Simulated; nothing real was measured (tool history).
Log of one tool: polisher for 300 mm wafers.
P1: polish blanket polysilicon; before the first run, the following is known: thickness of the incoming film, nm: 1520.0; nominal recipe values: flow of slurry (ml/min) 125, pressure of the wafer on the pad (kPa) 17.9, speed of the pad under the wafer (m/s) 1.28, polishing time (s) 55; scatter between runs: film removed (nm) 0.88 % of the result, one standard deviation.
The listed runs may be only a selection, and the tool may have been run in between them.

run,hour,flow of slurry (ml/min),pressure of the wafer on the pad (kPa),speed of the pad under the wafer (m/s),polishing time (s),wafers polished on this pad,hours since the slurry nozzle was cleaned,hours since the head pressure was calibrated,film removed (nm)
1,3.7,125,17.9,1.28,55,135,362.4,417.7,570.79
2,7.7,125,17.9,1.28,29,177,366.4,421.7,300.32
3,10.6,125,17.9,1.8,55,208,369.3,424.6,804.4
4,14.4,125,22.8,1.28,55,248,373.1,428.4,736.47
5,16.7,165,17.9,1.28,55,272,375.4,430.7,612.92
6,21.1,125,17.9,1.28,55,318,379.8,435.1,576.02
# hour 24.1: slurry nozzle cleaned
7,25.2,125,17.9,1.28,55,361,1.2,439.2,578.69
8,28.8,125,8.3,1.28,74,399,4.8,442.8,352.55
9,31.5,125,8.3,1.28,55,428,7.5,445.5,262.42
10,35.1,75,17.9,1.28,55,466,11.1,449.1,503.54
11,39.8,125,17.9,1.28,84,515,15.8,453.8,881.96

Expected results for the next run?
12,43.2,125,17.9,0.62,55,551,19.2,457.2,?

film removed (nm): 279.39

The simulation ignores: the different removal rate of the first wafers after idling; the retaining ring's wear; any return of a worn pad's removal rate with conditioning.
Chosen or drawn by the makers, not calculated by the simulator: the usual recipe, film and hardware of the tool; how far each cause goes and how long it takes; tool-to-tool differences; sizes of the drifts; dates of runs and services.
